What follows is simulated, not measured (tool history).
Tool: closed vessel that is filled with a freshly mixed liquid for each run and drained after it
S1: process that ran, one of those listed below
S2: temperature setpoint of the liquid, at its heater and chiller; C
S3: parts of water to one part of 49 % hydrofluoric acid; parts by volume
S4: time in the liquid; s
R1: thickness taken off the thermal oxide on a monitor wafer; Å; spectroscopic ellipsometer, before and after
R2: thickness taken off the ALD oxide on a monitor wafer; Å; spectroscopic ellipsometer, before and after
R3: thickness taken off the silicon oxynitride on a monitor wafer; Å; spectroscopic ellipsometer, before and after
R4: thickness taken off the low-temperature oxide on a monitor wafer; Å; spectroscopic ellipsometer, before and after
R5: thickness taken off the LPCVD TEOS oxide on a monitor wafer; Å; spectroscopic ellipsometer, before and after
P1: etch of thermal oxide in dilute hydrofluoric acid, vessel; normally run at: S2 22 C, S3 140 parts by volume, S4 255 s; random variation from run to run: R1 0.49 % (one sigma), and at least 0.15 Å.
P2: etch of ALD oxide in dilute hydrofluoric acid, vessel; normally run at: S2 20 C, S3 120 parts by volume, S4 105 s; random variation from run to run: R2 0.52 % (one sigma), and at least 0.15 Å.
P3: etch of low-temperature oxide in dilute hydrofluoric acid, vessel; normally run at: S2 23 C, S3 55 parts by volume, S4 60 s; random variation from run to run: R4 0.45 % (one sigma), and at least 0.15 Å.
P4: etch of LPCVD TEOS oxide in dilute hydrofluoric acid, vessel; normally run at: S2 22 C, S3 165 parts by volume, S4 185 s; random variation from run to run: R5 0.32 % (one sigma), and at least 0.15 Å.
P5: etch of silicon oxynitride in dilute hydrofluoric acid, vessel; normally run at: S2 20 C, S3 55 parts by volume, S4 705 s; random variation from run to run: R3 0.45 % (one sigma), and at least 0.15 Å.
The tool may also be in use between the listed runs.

run,hour,S1,S2,S3,S4,R1,R2,R3,R4,R5
1,5.6,P1,22,140,255,71.499,,,,
2,11.8,P1,17,140,150,33.864,,,,
3,17.2,P2,20,120,105,,147.91,,,
4,23.1,P1,22,140,255,70.918,,,,
5,26.4,P2,20,120,30,,41.955,,,
6,31.8,P5,20,80,705,,,173.09,,
7,35.1,P3,23,55,60,,,,216.54,
8,38.8,P1,22,60,255,181.88,,,,
9,43.9,P5,20,55,220,,,79.761,,
10,48.4,P1,22,230,255,39.398,,,,
11,51.8,P4,22,165,185,,,,,197.57
12,55.5,P1,28,140,30,10.483,,,,
# hour 60: hydrofluoric acid flow meter replaced
13,61.2,P4,22,165,285,,,,,304.51
14,67.4,P1,26.5,140,255,84.53,,,,
15,71.8,P5,27.5,55,705,,,367.71,,
16,76.8,P2,20,210,105,,76.627,,,
17,80.8,P1,22,140,430,119.8,,,,
18,84.6,P1,17,140,255,58.39,,,,
19,88.3,P1,22,140,130,36.409,,,,
20,93.6,P2,20,120,105,,147.07,,,
21,99.2,P5,20,55,705,,,254.63,,
22,102.8,P3,19,55,60,,,,184.75,
23,107,P3,23,55,85,,,,309.03,
24,109.9,P4,17,165,185,,,,,162.81
25,115.5,P1,22,140,255,71.815,,,,
26,119.4,P3,23,95,60,,,,119.71,
27,124.2,P1,22,140,255,70.654,,,,
# hour 128.1: thermometer replaced
28,128.8,P2,17,120,105,,129.77,,,
29,132.8,P4,22,90,185,,,,,396.79
30,136.9,P1,22,140,255,71.158,,,,
31,142.7,P1,28.5,45,255,326.12,,,,
32,148.5,P1,22,140,255,71.369,,,,
33,153.8,P1,22,140,255,73.436,,,,
34,159.4,P1,22,140,255,75.881,,,,
35,163.7,P1,22,140,255,76.705,,,,
36,168,P1,22,140,255,76.246,,,,
37,171.9,P1,22,140,255,77.163,,,,
38,177.6,P1,22,140,255,77.637,,,,
39,181.5,P1,22,140,255,77.259,,,,

What P1 gives has crept away from where it was. These 2 causes fit the log equally well, each at the size given:
A: liquid hotter than its thermometer reads (K) = 2.05
B: hydrofluoric acid flow above the setpoint (%) = 7.14
The creep began at about hour 148.5.

4 check runs are offered, each on 2 wafers whose results are averaged, their results left as question marks. Which one tells the causes apart?
check 1,185.4,P5,20,55,255,,,?,,
check 2,185.4,P2,17,170,105,,?,,,
check 3,185.4,P4,17,165,185,,,,,?
check 4,185.4,P3,20,90,60,,,,?,

What each check would give under each cause:
check,result,if A,if B
check 1,R3,101.93,98.874
check 2,R2,94.802,94.567
check 3,R5,176.42,175.9
check 4,R4,122.59,121.59
How far apart the two closest causes lie, in the result that separates them most: check 1 3.04 %; check 2 0.25 %; check 3 0.29 %; check 4 0.82 %
Check 1 tells the causes apart: in the others they would give nearly the same result.

Check 1 was then run and gave: R3 98.723 Å. Which cause is it?

It is B: hydrofluoric acid flow above the setpoint (%).

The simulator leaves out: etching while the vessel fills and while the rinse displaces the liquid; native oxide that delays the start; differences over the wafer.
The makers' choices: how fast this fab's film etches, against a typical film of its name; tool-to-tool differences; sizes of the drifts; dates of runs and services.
